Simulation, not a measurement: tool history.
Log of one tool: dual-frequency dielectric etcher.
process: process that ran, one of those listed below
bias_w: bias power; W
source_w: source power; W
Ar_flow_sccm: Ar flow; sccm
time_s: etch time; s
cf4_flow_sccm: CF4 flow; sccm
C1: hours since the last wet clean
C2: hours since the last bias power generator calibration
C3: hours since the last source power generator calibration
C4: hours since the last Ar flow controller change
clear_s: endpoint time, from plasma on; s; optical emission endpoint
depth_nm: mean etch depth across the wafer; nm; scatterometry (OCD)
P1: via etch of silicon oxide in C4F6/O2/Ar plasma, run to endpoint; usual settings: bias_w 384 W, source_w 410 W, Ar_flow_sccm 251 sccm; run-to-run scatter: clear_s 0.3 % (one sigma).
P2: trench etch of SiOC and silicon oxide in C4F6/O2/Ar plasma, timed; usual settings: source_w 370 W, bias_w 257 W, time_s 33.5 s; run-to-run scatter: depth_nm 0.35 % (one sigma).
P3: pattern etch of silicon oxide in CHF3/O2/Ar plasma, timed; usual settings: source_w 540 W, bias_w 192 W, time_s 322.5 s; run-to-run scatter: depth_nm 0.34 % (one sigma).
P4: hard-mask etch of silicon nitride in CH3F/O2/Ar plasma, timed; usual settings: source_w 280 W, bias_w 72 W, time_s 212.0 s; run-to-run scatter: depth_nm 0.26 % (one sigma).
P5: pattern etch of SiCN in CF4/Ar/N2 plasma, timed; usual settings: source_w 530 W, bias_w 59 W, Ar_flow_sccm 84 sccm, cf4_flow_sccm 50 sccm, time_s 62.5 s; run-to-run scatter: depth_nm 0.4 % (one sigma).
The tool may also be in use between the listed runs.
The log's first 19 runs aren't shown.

run 20 hour=125.1 | process=P3 bias_w=262 source_w=540 time_s=322.5 | C1=201.6 C2=90.8 C3=864.0 C4=1073.3 | depth_nm=703.740
run 21 hour=129.7 | process=P5 bias_w=59 source_w=530 Ar_flow_sccm=84 time_s=47.0 cf4_flow_sccm=50 | C1=206.2 C2=95.4 C3=868.6 C4=1077.9 | depth_nm=42.122
run 22 hour=136.7 | process=P1 bias_w=384 source_w=410 Ar_flow_sccm=251 | C1=213.2 C2=102.4 C3=875.6 C4=1084.9 | clear_s=23.765
run 23 hour=143.8 | process=P1 bias_w=384 source_w=410 Ar_flow_sccm=251 | C1=220.3 C2=109.5 C3=882.7 C4=1092.0 | clear_s=23.731
run 24 hour=147.8 | process=P3 bias_w=192 source_w=540 time_s=322.5 | C1=224.3 C2=113.5 C3=886.7 C4=1096.0 | depth_nm=631.020
run 25 hour=153.7 | process=P2 bias_w=257 source_w=370 time_s=25.5 | C1=230.2 C2=119.4 C3=892.6 C4=1101.9 | depth_nm=54.695
run 26 hour=161.4 | process=P1 bias_w=384 source_w=410 Ar_flow_sccm=251 | C1=237.9 C2=127.1 C3=900.3 C4=1109.6 | clear_s=23.824
run 27 hour=169.0 | process=P2 bias_w=257 source_w=370 time_s=33.5 | C1=245.5 C2=134.7 C3=907.9 C4=1117.2 | depth_nm=72.214
run 28 hour=172.8 | process=P4 bias_w=72 source_w=340 time_s=212.0 | C1=249.3 C2=138.5 C3=911.7 C4=1121.0 | depth_nm=142.230
run 29 hour=181.4 | process=P1 bias_w=384 source_w=510 Ar_flow_sccm=328 | C1=257.9 C2=147.1 C3=920.3 C4=1129.6 | clear_s=22.543
run 30 hour=187.4 | process=P1 bias_w=384 source_w=410 Ar_flow_sccm=320 | C1=263.9 C2=153.1 C3=926.3 C4=1135.6 | clear_s=24.353
run 31 hour=193.7 | process=P1 bias_w=501 source_w=410 Ar_flow_sccm=251 | C1=270.2 C2=159.4 C3=932.6 C4=1141.9 | clear_s=21.593
run 32 hour=201.3 | process=P2 bias_w=257 source_w=500 time_s=33.5 | C1=277.8 C2=167.0 C3=940.2 C4=1149.5 | depth_nm=80.096
run 33 hour=207.3 | process=P1 bias_w=384 source_w=410 Ar_flow_sccm=201 | C1=283.8 C2=173.0 C3=946.2 C4=1155.5 | clear_s=23.114
run 34 hour=214.8 | process=P1 bias_w=260 source_w=410 Ar_flow_sccm=251 | C1=291.3 C2=180.5 C3=953.7 C4=1163.0 | clear_s=27.383
run 35 hour=218.8 | process=P3 bias_w=192 source_w=540 time_s=473.5 | C1=295.3 C2=184.5 C3=957.7 C4=1167.0 | depth_nm=927.650
run 36 hour=224.5 | process=P1 bias_w=251 source_w=410 Ar_flow_sccm=177 | C1=301.0 C2=190.2 C3=963.4 C4=1172.7 | clear_s=26.553
run 37 hour=229.9 | process=P4 bias_w=102 source_w=280 time_s=212.0 | C1=306.4 C2=195.6 C3=968.8 C4=1178.1 | depth_nm=148.950
run 38 hour=237.9 | process=P1 bias_w=384 source_w=410 Ar_flow_sccm=251 | C1=314.4 C2=203.6 C3=976.8 C4=1186.1 | clear_s=23.756
run 39 hour=244.7 | process=P1 bias_w=384 source_w=410 Ar_flow_sccm=251 | C1=321.2 C2=210.4 C3=983.6 C4=1192.9 | clear_s=24.055
run 40 hour=249.1 | process=P1 bias_w=384 source_w=410 Ar_flow_sccm=251 | C1=325.6 C2=214.8 C3=988.0 C4=1197.3 | clear_s=23.952
run 41 hour=253.2 | process=P1 bias_w=384 source_w=410 Ar_flow_sccm=251 | C1=329.7 C2=218.9 C3=992.1 C4=1201.4 | clear_s=23.982
run 42 hour=260.0 | process=P1 bias_w=384 source_w=410 Ar_flow_sccm=251 | C1=336.5 C2=225.7 C3=998.9 C4=1208.2 | clear_s=23.980
run 43 hour=265.3 | process=P1 bias_w=384 source_w=410 Ar_flow_sccm=251 | C1=341.8 C2=231.0 C3=1004.2 C4=1213.5 | clear_s=24.200
-- hour=270.6 wet clean of the chamber
run 44 hour=273.9 | process=P1 bias_w=384 source_w=410 Ar_flow_sccm=251 | C1=3.4 C2=239.6 C3=1012.8 C4=1222.1 | clear_s=24.313

Forecast run 45:
-- hour=274.9 Ar flow controller replaced
run 45 hour=279.3 | process=P1 bias_w=384 source_w=410 Ar_flow_sccm=251 | C1=8.8 C2=245.0 C3=1018.2 C4=4.5 | clear_s=?

clear_s: 24.106 s
